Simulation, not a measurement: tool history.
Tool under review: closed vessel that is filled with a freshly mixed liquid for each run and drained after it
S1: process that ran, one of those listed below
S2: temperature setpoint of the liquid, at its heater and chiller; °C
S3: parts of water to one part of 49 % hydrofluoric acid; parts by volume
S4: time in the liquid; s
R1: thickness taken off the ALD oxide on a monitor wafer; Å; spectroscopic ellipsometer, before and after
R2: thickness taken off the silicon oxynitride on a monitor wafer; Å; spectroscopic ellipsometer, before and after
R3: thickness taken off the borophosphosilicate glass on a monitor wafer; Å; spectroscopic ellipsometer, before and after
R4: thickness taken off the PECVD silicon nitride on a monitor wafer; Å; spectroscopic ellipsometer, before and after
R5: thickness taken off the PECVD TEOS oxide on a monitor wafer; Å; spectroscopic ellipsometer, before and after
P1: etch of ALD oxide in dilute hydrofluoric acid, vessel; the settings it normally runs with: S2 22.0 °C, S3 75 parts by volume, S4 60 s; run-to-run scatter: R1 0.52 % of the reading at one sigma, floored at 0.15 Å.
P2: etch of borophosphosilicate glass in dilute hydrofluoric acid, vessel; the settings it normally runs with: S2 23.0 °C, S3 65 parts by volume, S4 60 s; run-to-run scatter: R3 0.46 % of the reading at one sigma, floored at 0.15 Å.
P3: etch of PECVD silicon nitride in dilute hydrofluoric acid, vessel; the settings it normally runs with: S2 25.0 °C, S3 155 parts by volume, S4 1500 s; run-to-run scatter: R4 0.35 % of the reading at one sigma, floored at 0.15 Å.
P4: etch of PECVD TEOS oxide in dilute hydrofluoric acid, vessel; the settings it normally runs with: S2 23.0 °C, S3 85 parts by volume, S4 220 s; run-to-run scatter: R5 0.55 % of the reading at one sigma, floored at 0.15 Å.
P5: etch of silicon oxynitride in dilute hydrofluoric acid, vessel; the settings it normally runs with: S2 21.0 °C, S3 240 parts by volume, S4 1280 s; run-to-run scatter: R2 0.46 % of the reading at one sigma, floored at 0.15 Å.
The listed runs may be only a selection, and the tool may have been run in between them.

run    day  S1    S2   S3    S4       R1       R2       R3       R4       R5
  1  0.188  P1  22.0   75    60  156.530
  2  0.404  P5  21.0  240  1280            92.266
  3  0.542  P2  19.0   65    60                     351.78
  4  0.779  P1  22.0   25    60  496.050
  5  1.062  P5  21.0  435  1280            45.133
  6  1.246  P3  25.0  155  1500                             189.950
  7  1.504  P2  23.0   20    60                    1430.90
  8  1.650  P3  25.0  285  1500                             104.470
  9  1.938  P1  28.5   75    60  201.260
 10  2.196  P5  21.0  240  2135           153.290
 11  2.483  P1  22.0   75    90  234.290
 12  2.671  P1  27.0   75   105  334.420
 13  2.908  P2  23.0   65   105                     736.18
 14  3.188  P1  22.0   75    60  154.460
 15  3.388  P4  23.0   85   220                                       497.37
 16  3.525  P3  25.0  155   140                              17.773
 17  3.775  P4  23.0   85   375                                       844.77
 18  3.958  P5  27.0  240  1280           119.230
 19  4.125  P4  17.0   85   220                                       386.55
 20  4.371  P1  30.0  135    60  109.510
 21  4.617  P1  22.0   75    60  154.870
 22  4.879  P1  22.0   75    60  155.160
 23  5.042  P1  22.0  105    60  107.870
 24  5.171  P3  17.0  155  1500                             112.620
 25  5.300  P1  22.0   75    60  155.660
 26  5.450  P1  22.0   75    30   78.497
 27  5.592  P4  23.0   30   220                                      1501.90
 28  5.808  P1  17.0   75    60  125.800
 29  6.025  P1  22.0   75    60  156.410
 30  6.204  P2  23.0   65    60                     415.96
 31  6.450  P1  22.0   75    60  154.560
 32  6.638  P1  22.0   75    60  151.740
 33  6.821  P1  22.0   75    60  147.680
 34  7.108  P1  22.0   75    60  145.610
 35  7.254  P1  22.0   75    60  143.560
 36  7.475  P1  22.0   75    60  144.250
 37  7.658  P1  22.0   75    60  142.870
 38  7.838  P1  22.0   75    60  142.550
 39  8.038  P1  22.0   75    60  141.720

P1 has crept away from where it was. The log is fitted equally well by each of these 2 causes, at the sizes shown:
A: liquid colder than its thermometer reads (K) = 2.21
B: hydrofluoric acid flow below the setpoint (%) = 8
Onset of the creep was near day 6.450.

Of the 4 check runs listed below, each run on one wafer and each result written as a question mark, which would let you distinguish the listed causes because they would give clearly different results?
check 1  8.238  P4  23.0   30   370                   ?
check 2  8.238  P5  21.0  410  1280       ?
check 3  8.238  P3  25.0  155   885               ?
check 4  8.238  P2  23.0   20    95           ?

Outcome of each check run for each possible cause:
  check  result     if A     if B
check 1      R5  2293.90  2310.20
check 2      R2   44.202   43.771
check 3      R4   97.634  103.620
check 4      R3  2070.80  2089.50
Minimum pairwise separation of causes per check, each pair taken at its best-separating result: check 1 0.71 %; check 2 0.98 %; check 3 5.95 %; check 4 0.9 %
The other checks would show nearly matching results whichever cause is true, so check 3 is the only one that separates the causes.

Running check 3 produced the following: R4 103.610 Å. Which one of the listed causes fits?

The correct cause is B, namely: hydrofluoric acid flow below the setpoint (%).
